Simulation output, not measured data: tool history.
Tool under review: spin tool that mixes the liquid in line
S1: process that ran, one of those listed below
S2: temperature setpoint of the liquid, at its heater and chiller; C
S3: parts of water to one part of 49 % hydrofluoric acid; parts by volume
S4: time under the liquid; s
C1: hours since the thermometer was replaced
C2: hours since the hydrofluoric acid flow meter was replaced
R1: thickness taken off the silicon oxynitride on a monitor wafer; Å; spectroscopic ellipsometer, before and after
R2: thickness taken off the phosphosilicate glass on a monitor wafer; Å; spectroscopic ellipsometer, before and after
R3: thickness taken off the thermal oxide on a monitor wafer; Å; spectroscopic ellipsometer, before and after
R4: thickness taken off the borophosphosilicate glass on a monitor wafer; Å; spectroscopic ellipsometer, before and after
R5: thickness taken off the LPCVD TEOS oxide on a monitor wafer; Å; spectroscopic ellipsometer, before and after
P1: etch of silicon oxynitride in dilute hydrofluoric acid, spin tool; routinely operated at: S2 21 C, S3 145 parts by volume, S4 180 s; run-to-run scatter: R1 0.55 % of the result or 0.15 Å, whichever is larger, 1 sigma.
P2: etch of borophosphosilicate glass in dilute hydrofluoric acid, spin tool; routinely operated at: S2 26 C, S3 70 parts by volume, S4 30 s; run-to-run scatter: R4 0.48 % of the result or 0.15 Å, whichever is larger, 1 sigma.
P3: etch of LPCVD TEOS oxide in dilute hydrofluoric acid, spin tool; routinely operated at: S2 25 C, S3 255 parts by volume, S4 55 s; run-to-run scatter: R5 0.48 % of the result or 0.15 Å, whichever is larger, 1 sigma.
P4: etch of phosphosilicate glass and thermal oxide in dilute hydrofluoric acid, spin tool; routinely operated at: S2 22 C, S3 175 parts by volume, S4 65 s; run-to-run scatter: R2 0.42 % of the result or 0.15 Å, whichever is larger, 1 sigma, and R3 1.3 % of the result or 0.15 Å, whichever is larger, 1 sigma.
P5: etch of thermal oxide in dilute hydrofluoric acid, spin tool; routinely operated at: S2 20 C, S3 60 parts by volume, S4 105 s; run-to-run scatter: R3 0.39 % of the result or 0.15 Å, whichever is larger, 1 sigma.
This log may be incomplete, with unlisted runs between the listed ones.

run	day	S1	S2	S3	S4	C1	C2	R1	R2	R3	R4	R5
1	0.288	P1	21	145	180	813.6	1079.5	50.462				
2	0.758	P4	22	175	65	824.9	1090.8		273.31	14.662		
3	1.083	P1	21	145	80	832.7	1098.6	22.626				
4	1.425	P5	27.5	60	105	840.9	1106.8			99.788		
5	1.733	P2	26	25	30	848.3	1114.2				990.77	
6	2.158	P1	21	250	45	858.5	1124.4	6.8935				
7	2.646	P1	21	65	180	870.2	1136.1	119.37				
8	3.012	P3	25	140	55	879	1144.9					135.48
9	3.421	P2	26	70	15	888.8	1154.7				165.22	
10	3.938	P1	21	145	180	901.2	1167.1	50.458				
11	4.262	P1	21	145	180	909	1174.9	50.751				
12	4.633	P1	21	145	180	917.9	1183.8	50.346				
# day 4.771: thermometer replaced
13	5.029	P1	21	145	310	6.3	1193.3	87.185				
14	5.262	P5	20	60	105	11.9	1198.9			73.205		
15	5.754	P4	22	175	65	23.7	1210.7		275.37	15.345		
16	6.188	P4	22	175	130	34.1	1221.1		547.98	30.617		
17	6.554	P1	21	145	180	42.9	1229.9	50.698				
18	6.883	P4	17.5	175	65	50.8	1237.8		228.71	12.919		
19	7.171	P1	27	145	180	57.7	1244.7	66.34				
20	7.65	P1	25.5	145	280	69.2	1256.2	97.163				
21	7.967	P1	21	245	180	76.8	1263.8	28.054				
22	8.242	P3	25	255	30	83.4	1270.4					35.888
23	8.462	P4	22	30	65	88.7	1275.7		1881.5	107.08		
24	8.858	P3	25	255	55	98.2	1285.2					66.282
25	9.229	P2	26	70	30	107.1	1294.1				331.63	
26	9.483	P3	31.5	255	55	113.2	1300.2					81.373
27	9.796	P5	20	105	105	120.7	1307.7			39.62		
28	10.179	P5	20	60	200	129.9	1316.9			138.76		
29	10.579	P1	17.5	145	180	139.5	1326.5	42.96				
30	11.067	P2	18.5	70	30	151.2	1338.2				242.47	
31	11.533	P1	21	145	180	162.4	1349.4	50.272				
32	11.975	P1	21	145	180	173	1360	52.151				
33	12.467	P1	21	145	180	184.8	1371.8	53.43				
34	12.879	P1	21	145	180	194.7	1381.7	53.442				
35	13.317	P1	21	145	180	205.2	1392.2	53.851				
36	13.696	P1	21	145	180	214.3	1401.3	54.347				
37	14.025	P1	21	145	180	222.2	1409.2	53.765				
38	14.446	P1	21	145	180	232.3	1419.3	54.958				
39	14.942	P1	21	145	180	244.2	1431.2	54.779				

Compared with where it was, what P1 gives has crept away. Each cause listed below fits the log as well as the rest, at the size given for it:
A: hydrofluoric acid flow above the setpoint (%) = 7.09
B: liquid hotter than its thermometer reads (K) = 1.61
The gradual shift began around day 11.533.

Which of the 4 check runs listed below separates the causes, so that each cause would produce a clearly different result? Each run uses one wafer, and its results are marked with question marks.
check 1	15.438	P3	31	255	55							?
check 2	15.438	P4	22	35	130				?	?		
check 3	15.438	P2	21	70	15						?	
check 4	15.438	P5	20	60	180					?		

Outcome of each check run for each possible cause:
check	result	if A	if B
check 1	R5	88.303	85.162
check 2	R2	3462.8	3449.5
check 2	R3	193.48	192.73
check 3	R4	145.62	144.53
check 4	R3	134.52	133.75
Distance between the nearest two causes, measured in the result of the check that separates them most: check 1 3.62 %; check 2 0.39 %; check 3 0.76 %; check 4 0.57 %
Check 1 is the one run that separates the causes; every other check would come out nearly the same whichever cause is at work.

Here is what check 1 returned: R5 87.812 Å. Which cause is it?

It was cause A: hydrofluoric acid flow above the setpoint (%).
